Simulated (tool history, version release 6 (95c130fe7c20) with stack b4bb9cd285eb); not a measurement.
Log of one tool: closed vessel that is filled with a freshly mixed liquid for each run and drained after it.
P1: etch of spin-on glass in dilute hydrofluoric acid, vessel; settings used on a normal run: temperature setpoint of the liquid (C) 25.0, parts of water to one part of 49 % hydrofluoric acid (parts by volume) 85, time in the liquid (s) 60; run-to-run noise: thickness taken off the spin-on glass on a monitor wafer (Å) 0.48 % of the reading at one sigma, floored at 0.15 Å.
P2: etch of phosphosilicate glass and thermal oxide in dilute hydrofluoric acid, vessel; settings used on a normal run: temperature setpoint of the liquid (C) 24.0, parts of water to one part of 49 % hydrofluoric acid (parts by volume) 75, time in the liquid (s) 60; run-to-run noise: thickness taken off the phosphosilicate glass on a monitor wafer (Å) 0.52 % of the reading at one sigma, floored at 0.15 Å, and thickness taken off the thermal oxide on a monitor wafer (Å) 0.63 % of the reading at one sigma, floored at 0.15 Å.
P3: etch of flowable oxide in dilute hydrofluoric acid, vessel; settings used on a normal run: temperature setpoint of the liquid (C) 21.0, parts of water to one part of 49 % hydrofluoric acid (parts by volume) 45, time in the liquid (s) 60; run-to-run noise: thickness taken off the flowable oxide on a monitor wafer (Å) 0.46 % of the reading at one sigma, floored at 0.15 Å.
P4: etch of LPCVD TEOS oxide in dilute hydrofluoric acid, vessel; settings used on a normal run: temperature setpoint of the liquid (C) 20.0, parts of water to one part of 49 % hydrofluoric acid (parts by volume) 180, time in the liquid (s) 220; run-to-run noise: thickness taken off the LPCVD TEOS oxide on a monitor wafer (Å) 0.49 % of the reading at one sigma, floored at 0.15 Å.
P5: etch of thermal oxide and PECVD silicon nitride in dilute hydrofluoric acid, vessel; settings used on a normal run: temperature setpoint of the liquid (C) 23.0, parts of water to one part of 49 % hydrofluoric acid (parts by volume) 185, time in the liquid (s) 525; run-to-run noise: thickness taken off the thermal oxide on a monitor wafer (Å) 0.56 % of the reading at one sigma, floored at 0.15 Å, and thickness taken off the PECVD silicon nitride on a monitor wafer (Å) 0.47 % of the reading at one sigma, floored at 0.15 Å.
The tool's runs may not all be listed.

run,hour,process that ran,temperature setpoint of the liquid (C),parts of water to one part of 49 % hydrofluoric acid (parts by volume),time in the liquid (s),hours since the thermometer was replaced,hours since the hydrofluoric acid flow meter was replaced,thickness taken off the spin-on glass on a monitor wafer (Å),thickness taken off the flowable oxide on a monitor wafer (Å),thickness taken off the LPCVD TEOS oxide on a monitor wafer (Å),thickness taken off the phosphosilicate glass on a monitor wafer (Å),thickness taken off the thermal oxide on a monitor wafer (Å),thickness taken off the PECVD silicon nitride on a monitor wafer (Å)
1,8.3,P1,25.0,85,60,552.0,354.0,228.85,,,,,
2,16.5,P3,21.0,45,115,560.2,362.2,,1222.90,,,,
3,21.7,P1,25.0,85,60,565.4,367.4,231.05,,,,,
4,27.6,P4,20.0,180,415,571.3,373.3,,,400.72,,,
5,34.5,P1,25.0,85,60,578.2,380.2,230.61,,,,,
6,40.5,P3,21.0,45,60,584.2,386.2,,637.04,,,,
7,45.9,P3,17.0,45,60,589.6,391.6,,536.88,,,,
8,53.0,P2,24.0,75,30,596.7,398.7,,,,239.44,19.294,
9,58.7,P2,28.5,75,60,602.4,404.4,,,,571.94,45.798,
10,66.4,P5,23.0,185,205,610.1,412.1,,,,,45.875,48.234
11,73.0,P1,25.0,85,60,616.7,418.7,230.71,,,,,
12,78.0,P4,17.0,180,220,621.7,423.7,,,189.90,,,
13,85.5,P3,21.0,45,60,629.2,431.2,,642.00,,,,
14,91.8,P5,23.0,260,525,635.5,437.5,,,,,77.248,88.144
15,96.3,P5,23.0,185,525,640.0,442.0,,,,,115.710,123.050
16,101.2,P1,25.0,85,30,644.9,446.9,114.88,,,,,
17,108.9,P1,25.0,85,110,652.6,454.6,419.06,,,,,
18,114.7,P1,25.0,85,60,658.4,460.4,231.43,,,,,
19,121.5,P3,21.0,20,60,665.2,467.2,,1494.50,,,,
20,126.1,P1,25.0,85,60,669.8,471.8,228.83,,,,,
21,134.7,P4,20.0,110,220,678.4,480.4,,,375.82,,,
22,140.1,P4,20.0,180,220,683.8,485.8,,,213.82,,,
23,148.3,P1,20.5,50,60,692.0,494.0,340.25,,,,,

Estimate the outcome of run 24 from the log above:
24,155.1,P1,28.5,85,60,698.8,500.8,?,,,,,

thickness taken off the spin-on glass on a monitor wafer (Å): 263.95

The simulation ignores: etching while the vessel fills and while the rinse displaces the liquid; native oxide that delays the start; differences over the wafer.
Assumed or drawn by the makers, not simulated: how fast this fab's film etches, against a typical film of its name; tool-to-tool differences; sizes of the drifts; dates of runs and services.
